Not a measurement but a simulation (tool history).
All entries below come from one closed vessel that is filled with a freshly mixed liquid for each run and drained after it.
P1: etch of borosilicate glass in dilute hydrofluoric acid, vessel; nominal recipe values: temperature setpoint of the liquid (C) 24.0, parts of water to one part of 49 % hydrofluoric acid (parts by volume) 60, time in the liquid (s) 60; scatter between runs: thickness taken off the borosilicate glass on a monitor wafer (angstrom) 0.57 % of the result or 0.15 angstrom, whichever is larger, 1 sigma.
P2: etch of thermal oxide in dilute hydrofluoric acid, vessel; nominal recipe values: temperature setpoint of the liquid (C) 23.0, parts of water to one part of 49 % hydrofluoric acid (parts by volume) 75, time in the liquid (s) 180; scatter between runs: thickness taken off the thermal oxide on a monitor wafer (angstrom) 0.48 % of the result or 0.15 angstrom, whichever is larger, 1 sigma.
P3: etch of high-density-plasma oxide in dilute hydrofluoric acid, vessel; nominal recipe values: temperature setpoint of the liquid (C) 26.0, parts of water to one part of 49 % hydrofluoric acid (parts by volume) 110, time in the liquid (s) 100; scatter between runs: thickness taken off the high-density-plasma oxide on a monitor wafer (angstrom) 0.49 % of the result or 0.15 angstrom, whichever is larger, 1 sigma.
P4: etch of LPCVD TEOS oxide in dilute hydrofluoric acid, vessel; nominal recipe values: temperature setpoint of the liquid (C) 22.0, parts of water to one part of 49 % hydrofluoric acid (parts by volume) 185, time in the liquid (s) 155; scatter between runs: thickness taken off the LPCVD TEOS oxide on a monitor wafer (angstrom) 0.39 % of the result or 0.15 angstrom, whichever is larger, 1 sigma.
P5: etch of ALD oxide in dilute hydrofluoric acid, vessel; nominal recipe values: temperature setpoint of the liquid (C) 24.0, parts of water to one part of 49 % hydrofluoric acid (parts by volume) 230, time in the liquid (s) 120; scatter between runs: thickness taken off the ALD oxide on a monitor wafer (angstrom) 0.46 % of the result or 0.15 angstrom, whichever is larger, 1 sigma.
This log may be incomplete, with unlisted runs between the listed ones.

run	day	process that ran	temperature setpoint of the liquid (C)	parts of water to one part of 49 % hydrofluoric acid (parts by volume)	time in the liquid (s)	hours since the thermometer was replaced	hours since the hydrofluoric acid flow meter was replaced	thickness taken off the borosilicate glass on a monitor wafer (angstrom)	thickness taken off the LPCVD TEOS oxide on a monitor wafer (angstrom)	thickness taken off the high-density-plasma oxide on a monitor wafer (angstrom)	thickness taken off the ALD oxide on a monitor wafer (angstrom)	thickness taken off the thermal oxide on a monitor wafer (angstrom)
1	0.329	P1	24.0	60	60	1070.0	1108.4	450.02				
2	0.592	P1	24.0	105	60	1076.3	1114.7	245.39				
3	0.804	P4	22.0	335	155	1081.4	1119.8		144.09			
4	1.188	P1	24.0	60	120	1090.6	1129.0	901.14				
# day 1.254: thermometer replaced
5	1.496	P1	24.0	60	60	5.9	1136.4	452.82				
6	1.721	P1	24.0	60	60	11.3	1141.8	453.89				
7	2.125	P4	22.0	185	155	21.0	1151.5		302.85			
8	2.492	P3	26.0	50	100	29.8	1160.3			117.380		
9	2.700	P1	28.5	60	60	34.8	1165.3	539.74				
10	3.079	P5	32.0	230	120	43.9	1174.4				107.290	
11	3.375	P1	24.0	60	60	51.0	1181.5	450.73				
12	3.562	P3	26.0	110	165	55.5	1186.0			81.390		
13	3.867	P1	24.0	30	30	62.8	1193.3	471.24				
14	4.288	P4	18.5	185	155	72.9	1203.4		263.80			
15	4.608	P2	23.0	25	180	80.6	1211.1					354.83
16	4.896	P1	28.5	60	100	87.5	1218.0	900.39				
17	5.112	P2	23.0	75	180	92.7	1223.2					111.12
18	5.529	P5	24.0	230	215	102.7	1233.2				144.930	
19	5.954	P1	24.0	60	60	112.9	1243.4	453.06				
20	6.375	P1	17.0	60	60	123.0	1253.5	334.31				
21	6.767	P1	24.0	60	30	132.4	1262.9	224.48				
22	7.079	P3	26.0	110	100	139.9	1270.4			49.103		
23	7.288	P1	24.0	60	60	144.9	1275.4	454.07				
24	7.596	P3	19.0	110	100	152.3	1282.8			37.176		
25	7.812	P4	22.0	185	300	157.5	1288.0		587.89			
26	8.175	P1	24.0	30	60	166.2	1296.7	937.60				
27	8.504	P5	24.0	60	120	174.1	1304.6				381.750	
28	8.804	P2	23.0	75	310	181.3	1311.8					192.76
29	9.021	P4	22.0	185	155	186.5	1317.0		302.43			
30	9.342	P5	24.0	230	120	194.2	1324.7				81.036	
31	9.633	P2	28.5	75	180	201.2	1331.7					138.11
32	9.858	P1	24.0	60	60	206.6	1337.1	451.50				
33	10.283	P1	24.0	60	60	216.8	1347.3	434.29				
34	10.562	P1	24.0	60	60	223.5	1354.0	426.80				
35	10.879	P1	24.0	60	60	231.1	1361.6	421.14				
36	11.175	P1	24.0	60	60	238.2	1368.7	421.54				
37	11.558	P1	24.0	60	60	247.4	1377.9	415.16				
38	11.992	P1	24.0	60	60	257.8	1388.3	413.97				
39	12.346	P1	24.0	60	60	266.3	1396.8	410.42				
40	12.717	P1	24.0	60	60	275.2	1405.7	416.03				

The output of P1 has drifted from where it used to be. Each of the 2 causes below, taken at the size shown beside it, accounts for the log equally well:
A: liquid colder than its thermometer reads (K) = 2.29
B: hydrofluoric acid flow below the setpoint (%) = 8.36
At approximately day 9.858, the process output began to creep.

Listed below are the offered check runs, one wafer per run, with question marks in place of results. For which of them would the causes give clearly different outcomes?
check 1	13.088	P5	24.0	80	185						?	
check 2	13.088	P3	19.0	70	100					?		
check 3	13.088	P2	27.5	75	305							?
check 4	13.088	P4	22.0	330	295				?			

How each check would come out, cause by cause:
check	result	if A	if B
check 1	thickness taken off the ALD oxide on a monitor wafer (angstrom)	389.510	388.140
check 2	thickness taken off the high-density-plasma oxide on a monitor wafer (angstrom)	55.431	55.600
check 3	thickness taken off the thermal oxide on a monitor wafer (angstrom)	206.35	205.09
check 4	thickness taken off the LPCVD TEOS oxide on a monitor wafer (angstrom)	258.84	250.46
Separation of the two closest causes in each check, using whichever result separates them best: check 1 0.35 %; check 2 0.3 %; check 3 0.61 %; check 4 3.29 %
The other checks would show nearly matching results whichever cause is true, so check 4 is the only one that separates the causes.

After running check 4, the following was obtained: thickness taken off the LPCVD TEOS oxide on a monitor wafer (angstrom) 259.47. Which cause does this point to?

It is A: liquid colder than its thermometer reads (K).
